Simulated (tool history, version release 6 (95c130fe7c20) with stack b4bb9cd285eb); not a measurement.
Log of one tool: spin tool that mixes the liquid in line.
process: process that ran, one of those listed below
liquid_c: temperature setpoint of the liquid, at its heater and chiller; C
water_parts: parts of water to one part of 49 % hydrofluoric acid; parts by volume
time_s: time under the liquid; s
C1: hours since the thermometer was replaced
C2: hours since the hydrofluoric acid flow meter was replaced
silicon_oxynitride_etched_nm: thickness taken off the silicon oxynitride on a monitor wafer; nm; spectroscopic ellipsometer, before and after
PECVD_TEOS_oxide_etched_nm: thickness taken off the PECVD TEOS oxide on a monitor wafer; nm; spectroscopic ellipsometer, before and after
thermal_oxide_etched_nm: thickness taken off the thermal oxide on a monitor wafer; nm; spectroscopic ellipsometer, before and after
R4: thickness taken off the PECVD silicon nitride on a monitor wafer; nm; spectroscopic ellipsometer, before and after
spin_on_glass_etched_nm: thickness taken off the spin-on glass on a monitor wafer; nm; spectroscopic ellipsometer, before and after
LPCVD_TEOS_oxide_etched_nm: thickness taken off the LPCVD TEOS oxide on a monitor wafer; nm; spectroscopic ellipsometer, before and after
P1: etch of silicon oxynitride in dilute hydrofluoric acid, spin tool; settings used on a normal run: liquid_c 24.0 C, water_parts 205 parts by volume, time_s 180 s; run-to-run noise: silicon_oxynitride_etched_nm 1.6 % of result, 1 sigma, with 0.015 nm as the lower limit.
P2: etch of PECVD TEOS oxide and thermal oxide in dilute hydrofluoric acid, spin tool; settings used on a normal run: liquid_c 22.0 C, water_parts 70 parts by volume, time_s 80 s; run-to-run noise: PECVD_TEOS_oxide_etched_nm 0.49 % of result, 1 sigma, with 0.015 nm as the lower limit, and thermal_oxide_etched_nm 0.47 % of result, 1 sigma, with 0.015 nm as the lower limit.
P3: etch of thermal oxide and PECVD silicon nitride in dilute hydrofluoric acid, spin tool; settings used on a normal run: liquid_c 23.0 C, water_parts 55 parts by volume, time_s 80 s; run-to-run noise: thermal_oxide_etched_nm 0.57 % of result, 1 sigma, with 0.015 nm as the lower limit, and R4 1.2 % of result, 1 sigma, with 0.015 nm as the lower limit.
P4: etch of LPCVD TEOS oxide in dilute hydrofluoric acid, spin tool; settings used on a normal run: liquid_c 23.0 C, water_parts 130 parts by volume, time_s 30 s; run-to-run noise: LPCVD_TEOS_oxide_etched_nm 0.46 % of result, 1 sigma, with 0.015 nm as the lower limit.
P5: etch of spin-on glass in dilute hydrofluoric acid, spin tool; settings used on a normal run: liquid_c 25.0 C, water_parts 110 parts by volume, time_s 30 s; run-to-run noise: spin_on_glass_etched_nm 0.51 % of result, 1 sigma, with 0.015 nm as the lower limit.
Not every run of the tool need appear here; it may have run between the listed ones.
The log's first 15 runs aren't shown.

run 16 hour=83.7 | process=P1 liquid_c=24.0 water_parts=205 time_s=65 | C1=822.0 C2=1038.7 | silicon_oxynitride_etched_nm=0.56370
run 17 hour=87.9 | process=P3 liquid_c=23.0 water_parts=55 time_s=160 | C1=826.2 C2=1042.9 | thermal_oxide_etched_nm=14.0710 R4=4.5597
run 18 hour=94.8 | process=P1 liquid_c=24.0 water_parts=205 time_s=180 | C1=833.1 C2=1049.8 | silicon_oxynitride_etched_nm=1.55410
run 19 hour=100.3 | process=P4 liquid_c=23.0 water_parts=130 time_s=15 | C1=838.6 C2=1055.3 | LPCVD_TEOS_oxide_etched_nm=3.1712
run 20 hour=107.5 | process=P1 liquid_c=24.0 water_parts=205 time_s=180 | C1=845.8 C2=1062.5 | silicon_oxynitride_etched_nm=1.57680
run 21 hour=111.4 | process=P3 liquid_c=23.0 water_parts=55 time_s=80 | C1=849.7 C2=1066.4 | thermal_oxide_etched_nm=7.0842 R4=2.2773
run 22 hour=117.2 | process=P4 liquid_c=23.0 water_parts=130 time_s=30 | C1=855.5 C2=1072.2 | LPCVD_TEOS_oxide_etched_nm=6.3123
run 23 hour=121.4 | process=P5 liquid_c=25.0 water_parts=110 time_s=30 | C1=859.7 C2=1076.4 | spin_on_glass_etched_nm=10.5110
run 24 hour=127.0 | process=P5 liquid_c=25.0 water_parts=110 time_s=15 | C1=865.3 C2=1082.0 | spin_on_glass_etched_nm=5.2270
run 25 hour=133.1 | process=P5 liquid_c=25.0 water_parts=110 time_s=30 | C1=871.4 C2=1088.1 | spin_on_glass_etched_nm=10.4500
run 26 hour=138.9 | process=P4 liquid_c=23.0 water_parts=185 time_s=30 | C1=877.2 C2=1093.9 | LPCVD_TEOS_oxide_etched_nm=4.1874
run 27 hour=145.9 | process=P2 liquid_c=26.5 water_parts=70 time_s=80 | C1=884.2 C2=1100.9 | PECVD_TEOS_oxide_etched_nm=10.9410 thermal_oxide_etched_nm=5.8467
run 28 hour=149.9 | process=P5 liquid_c=25.0 water_parts=155 time_s=30 | C1=888.2 C2=1104.9 | spin_on_glass_etched_nm=7.0334
run 29 hour=155.2 | process=P2 liquid_c=22.0 water_parts=105 time_s=80 | C1=893.5 C2=1110.2 | PECVD_TEOS_oxide_etched_nm=5.7869 thermal_oxide_etched_nm=3.1870
run 30 hour=162.9 | process=P2 liquid_c=22.0 water_parts=70 time_s=35 | C1=901.2 C2=1117.9 | PECVD_TEOS_oxide_etched_nm=3.9397 thermal_oxide_etched_nm=2.1510
run 31 hour=167.9 | process=P1 liquid_c=24.0 water_parts=205 time_s=180 | C1=906.2 C2=1122.9 | silicon_oxynitride_etched_nm=1.54440

Run 32, settings as shown, results not yet in. Your forecast:
run 32 hour=175.6 | process=P1 liquid_c=24.0 water_parts=205 time_s=310 | C1=913.9 C2=1130.6 | silicon_oxynitride_etched_nm=?

{"run 32": {"silicon_oxynitride_etched_nm": 2.6262}}
